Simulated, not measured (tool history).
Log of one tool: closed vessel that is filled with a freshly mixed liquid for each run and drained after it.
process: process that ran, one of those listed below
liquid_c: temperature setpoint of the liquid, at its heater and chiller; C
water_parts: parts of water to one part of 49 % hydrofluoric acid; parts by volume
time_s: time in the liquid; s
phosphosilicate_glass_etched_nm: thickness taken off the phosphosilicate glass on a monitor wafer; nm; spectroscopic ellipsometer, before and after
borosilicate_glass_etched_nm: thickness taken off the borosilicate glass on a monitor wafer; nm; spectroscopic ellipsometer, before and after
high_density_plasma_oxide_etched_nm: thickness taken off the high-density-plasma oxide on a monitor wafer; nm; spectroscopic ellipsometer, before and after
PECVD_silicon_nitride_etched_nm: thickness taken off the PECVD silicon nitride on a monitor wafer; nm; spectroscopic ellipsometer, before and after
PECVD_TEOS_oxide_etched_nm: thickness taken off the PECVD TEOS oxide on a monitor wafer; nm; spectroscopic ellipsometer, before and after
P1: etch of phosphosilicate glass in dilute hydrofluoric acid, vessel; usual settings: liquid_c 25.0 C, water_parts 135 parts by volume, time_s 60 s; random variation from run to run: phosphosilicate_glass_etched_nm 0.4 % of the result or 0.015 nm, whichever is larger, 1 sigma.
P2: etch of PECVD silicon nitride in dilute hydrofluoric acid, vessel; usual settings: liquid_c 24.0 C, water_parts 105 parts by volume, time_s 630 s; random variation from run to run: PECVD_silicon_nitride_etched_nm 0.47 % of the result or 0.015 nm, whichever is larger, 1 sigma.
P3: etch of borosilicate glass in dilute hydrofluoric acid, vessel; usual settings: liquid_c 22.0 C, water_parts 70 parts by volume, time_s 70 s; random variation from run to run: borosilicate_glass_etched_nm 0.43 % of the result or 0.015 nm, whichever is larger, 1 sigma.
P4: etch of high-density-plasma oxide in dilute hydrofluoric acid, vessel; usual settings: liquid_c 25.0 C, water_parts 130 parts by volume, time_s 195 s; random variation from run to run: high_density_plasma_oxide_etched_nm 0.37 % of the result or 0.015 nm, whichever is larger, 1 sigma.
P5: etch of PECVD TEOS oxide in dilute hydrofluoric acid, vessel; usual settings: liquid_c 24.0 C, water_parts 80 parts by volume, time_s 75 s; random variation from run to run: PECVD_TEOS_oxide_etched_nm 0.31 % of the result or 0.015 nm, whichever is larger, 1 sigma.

run,hour,process,liquid_c,water_parts,time_s,phosphosilicate_glass_etched_nm,borosilicate_glass_etched_nm,high_density_plasma_oxide_etched_nm,PECVD_silicon_nitride_etched_nm,PECVD_TEOS_oxide_etched_nm
1,2.2,P1,25.0,135,60,26.797,,,,
2,5.6,P3,22.0,70,70,,54.314,,,
3,9.6,P3,28.0,70,70,,69.214,,,
4,13.6,P4,25.0,130,335,,,12.7820,,
5,17.8,P2,24.0,105,630,,,,24.339,
6,21.8,P2,24.0,175,630,,,,14.616,
7,24.3,P1,25.0,20,60,209.990,,,,
8,28.3,P5,24.0,140,75,,,,,4.3209
9,32.7,P1,25.0,235,60,13.847,,,,
10,35.6,P1,25.0,135,60,26.718,,,,
11,37.9,P5,24.0,80,30,,,,,3.2537
12,41.3,P1,25.0,135,100,44.429,,,,
13,44.8,P1,20.5,135,95,35.720,,,,
14,47.9,P1,30.5,135,60,32.985,,,,
15,51.4,P1,25.0,135,30,13.448,,,,
16,55.8,P4,25.0,225,195,,,3.8522,,
17,59.3,P4,25.0,130,195,,,7.4343,,
18,63.0,P1,18.0,135,60,20.498,,,,
19,67.6,P5,24.0,80,75,,,,,8.2543
20,71.2,P3,22.0,95,70,,38.707,,,
21,75.2,P1,25.0,135,60,26.904,,,,
22,79.0,P2,32.5,105,630,,,,41.638,
23,82.2,P1,25.0,135,60,26.739,,,,
24,85.8,P5,17.5,80,75,,,,,6.2541
25,90.4,P3,22.0,70,100,,77.729,,,
26,93.2,P2,24.0,105,330,,,,12.800,
27,97.0,P5,24.0,80,75,,,,,8.2091
28,101.0,P4,32.0,130,195,,,9.6631,,
29,104.1,P4,25.0,130,195,,,7.4333,,
30,106.2,P1,25.0,135,60,26.669,,,,
31,110.7,P1,25.0,135,60,26.884,,,,
32,113.3,P1,25.0,135,60,25.931,,,,
33,117.4,P1,25.0,135,60,25.757,,,,
34,121.7,P1,25.0,135,60,25.246,,,,
35,123.8,P1,25.0,135,60,25.298,,,,
36,127.6,P1,25.0,135,60,25.270,,,,
37,129.9,P1,25.0,135,60,25.084,,,,
38,133.3,P1,25.0,135,60,25.171,,,,

What P1 gives has crept away from where it was. These 2 causes fit the log equally well, each at the size given:
A: hydrofluoric acid flow below the setpoint (%) = 5.46
B: liquid colder than its thermometer reads (K) = 1.7
The creep began at about hour 110.7.

4 check runs are offered, one wafer each, their results left as question marks. Which one tells the causes apart?
check 1,136.7,P2,31.5,150,630,,,,?,
check 2,136.7,P3,26.5,95,70,,?,,,
check 3,136.7,P5,24.0,140,75,,,,,?
check 4,136.7,P4,31.5,185,195,,,?,,

What each check would give under each cause:
check,result,if A,if B
check 1,PECVD_silicon_nitride_etched_nm,25.768,24.607
check 2,borosilicate_glass_etched_nm,43.569,43.428
check 3,PECVD_TEOS_oxide_etched_nm,4.0929,4.0908
check 4,high_density_plasma_oxide_etched_nm,5.7668,5.8295
How far apart the two closest causes lie, in the result that separates them most: check 1 4.61 %; check 2 0.32 %; check 3 0.05 %; check 4 1.08 %
Check 1 tells the causes apart: in the others they would give nearly the same result.

Check 1 was then run and gave: PECVD_silicon_nitride_etched_nm 24.805 nm. Which cause is it?

It is B: liquid colder than its thermometer reads (K).
